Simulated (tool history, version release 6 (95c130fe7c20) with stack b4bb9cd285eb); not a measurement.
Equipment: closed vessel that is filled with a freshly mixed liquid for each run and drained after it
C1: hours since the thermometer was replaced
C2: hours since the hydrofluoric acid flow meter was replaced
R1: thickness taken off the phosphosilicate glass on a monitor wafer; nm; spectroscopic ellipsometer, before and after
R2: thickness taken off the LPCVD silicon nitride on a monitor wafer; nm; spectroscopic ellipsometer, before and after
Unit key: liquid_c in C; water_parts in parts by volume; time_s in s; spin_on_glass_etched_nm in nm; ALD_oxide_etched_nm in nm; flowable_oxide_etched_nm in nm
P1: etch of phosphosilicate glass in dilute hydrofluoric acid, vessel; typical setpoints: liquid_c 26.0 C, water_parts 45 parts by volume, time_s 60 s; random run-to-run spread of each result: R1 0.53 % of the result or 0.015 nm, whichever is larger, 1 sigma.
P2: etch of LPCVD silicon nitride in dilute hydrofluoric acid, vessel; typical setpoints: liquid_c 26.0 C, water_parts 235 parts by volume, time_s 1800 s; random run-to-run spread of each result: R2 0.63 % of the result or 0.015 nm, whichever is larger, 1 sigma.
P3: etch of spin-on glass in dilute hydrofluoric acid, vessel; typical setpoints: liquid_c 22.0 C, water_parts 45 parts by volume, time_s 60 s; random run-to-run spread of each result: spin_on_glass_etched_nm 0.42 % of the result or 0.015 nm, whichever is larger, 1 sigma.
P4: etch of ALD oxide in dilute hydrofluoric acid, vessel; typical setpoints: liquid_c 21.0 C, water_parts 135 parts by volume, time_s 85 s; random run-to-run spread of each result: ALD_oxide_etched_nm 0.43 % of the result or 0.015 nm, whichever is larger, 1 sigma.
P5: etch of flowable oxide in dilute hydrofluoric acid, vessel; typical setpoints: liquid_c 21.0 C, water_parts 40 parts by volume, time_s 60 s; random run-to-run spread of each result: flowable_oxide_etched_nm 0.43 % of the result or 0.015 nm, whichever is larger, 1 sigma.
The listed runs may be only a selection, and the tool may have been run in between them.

{"run": 1, "hour": 4.1, "process": "P1", "liquid_c": 26.0, "water_parts": 45, "time_s": 60, "C1": 167.9, "C2": 328.3, "R1": 129.26}
{"run": 2, "hour": 8.9, "process": "P2", "liquid_c": 26.0, "water_parts": 235, "time_s": 3240, "C1": 172.7, "C2": 333.1, "R2": 8.2414}
{"run": 3, "hour": 13.7, "process": "P3", "liquid_c": 22.0, "water_parts": 70, "time_s": 60, "C1": 177.5, "C2": 337.9, "spin_on_glass_etched_nm": 48.958}
{"run": 4, "hour": 17.7, "process": "P4", "liquid_c": 21.0, "water_parts": 55, "time_s": 85, "C1": 181.5, "C2": 341.9, "ALD_oxide_etched_nm": 26.575}
{"run": 5, "hour": 23.0, "process": "P1", "liquid_c": 26.0, "water_parts": 45, "time_s": 60, "C1": 186.8, "C2": 347.2, "R1": 130.79}
{"run": 6, "hour": 26.0, "process": "P3", "liquid_c": 22.0, "water_parts": 45, "time_s": 60, "C1": 189.8, "C2": 350.2, "spin_on_glass_etched_nm": 79.101}
{"run": 7, "hour": 30.1, "process": "P1", "liquid_c": 26.0, "water_parts": 45, "time_s": 60, "C1": 193.9, "C2": 354.3, "R1": 129.58}
{"run": 8, "hour": 35.6, "process": "P2", "liquid_c": 34.0, "water_parts": 235, "time_s": 1800, "C1": 199.4, "C2": 359.8, "R2": 7.3961}
{"run": 9, "hour": 41.1, "process": "P1", "liquid_c": 26.0, "water_parts": 45, "time_s": 60, "C1": 204.9, "C2": 365.3, "R1": 130.02}
{"run": 10, "hour": 45.2, "process": "P1", "liquid_c": 26.0, "water_parts": 60, "time_s": 35, "C1": 209.0, "C2": 369.4, "R1": 55.94}
{"run": 11, "hour": 50.3, "process": "P1", "liquid_c": 26.0, "water_parts": 45, "time_s": 60, "C1": 214.1, "C2": 374.5, "R1": 131.19}
{"run": 12, "hour": 54.6, "process": "P1", "liquid_c": 31.0, "water_parts": 45, "time_s": 60, "C1": 218.4, "C2": 378.8, "R1": 160.58}
{"run": 13, "hour": 57.1, "process": "P1", "liquid_c": 26.0, "water_parts": 25, "time_s": 60, "C1": 220.9, "C2": 381.3, "R1": 239.32}
{"run": 14, "hour": 61.9, "process": "P4", "liquid_c": 21.0, "water_parts": 135, "time_s": 155, "C1": 225.7, "C2": 386.1, "ALD_oxide_etched_nm": 17.891}
{"run": 15, "hour": 66.0, "process": "P5", "liquid_c": 21.0, "water_parts": 25, "time_s": 60, "C1": 229.8, "C2": 390.2, "flowable_oxide_etched_nm": 102.32}
{"run": 16, "hour": 70.8, "process": "P4", "liquid_c": 26.5, "water_parts": 135, "time_s": 85, "C1": 234.6, "C2": 395.0, "ALD_oxide_etched_nm": 12.21}
{"run": 17, "hour": 76.2, "process": "P1", "liquid_c": 26.0, "water_parts": 45, "time_s": 30, "C1": 240.0, "C2": 400.4, "R1": 64.825}
{"run": 18, "hour": 80.2, "process": "P4", "liquid_c": 21.0, "water_parts": 135, "time_s": 85, "C1": 244.0, "C2": 404.4, "ALD_oxide_etched_nm": 9.8605}
{"run": 19, "hour": 85.6, "process": "P1", "liquid_c": 26.0, "water_parts": 45, "time_s": 60, "C1": 249.4, "C2": 409.8, "R1": 130.47}
{"run": 20, "hour": 88.8, "process": "P1", "liquid_c": 32.5, "water_parts": 70, "time_s": 60, "C1": 252.6, "C2": 413.0, "R1": 103.86}
{"run": 21, "hour": 92.8, "process": "P5", "liquid_c": 21.0, "water_parts": 40, "time_s": 60, "C1": 256.6, "C2": 417.0, "flowable_oxide_etched_nm": 63.065}
{"run": 22, "hour": 97.0, "process": "P3", "liquid_c": 22.0, "water_parts": 45, "time_s": 110, "C1": 260.8, "C2": 421.2, "spin_on_glass_etched_nm": 144.8}
{"run": 23, "hour": 102.1, "process": "P5", "liquid_c": 21.0, "water_parts": 40, "time_s": 30, "C1": 265.9, "C2": 426.3, "flowable_oxide_etched_nm": 31.206}
{"run": 24, "hour": 105.1, "process": "P5", "liquid_c": 17.0, "water_parts": 40, "time_s": 60, "C1": 268.9, "C2": 429.3, "flowable_oxide_etched_nm": 52.737}
{"run": 25, "hour": 109.2, "process": "P1", "liquid_c": 21.5, "water_parts": 30, "time_s": 60, "C1": 273.0, "C2": 433.4, "R1": 167.51}
{"run": 26, "hour": 112.3, "process": "P2", "liquid_c": 26.0, "water_parts": 235, "time_s": 1800, "C1": 276.1, "C2": 436.5, "R2": 4.5386}

Predict the results of run 27:
{"run": 27, "hour": 115.9, "process": "P1", "liquid_c": 26.0, "water_parts": 45, "time_s": 60, "C1": 279.7, "C2": 440.1, "R1": "?"}

{"run 27": {"R1": 130.25}}
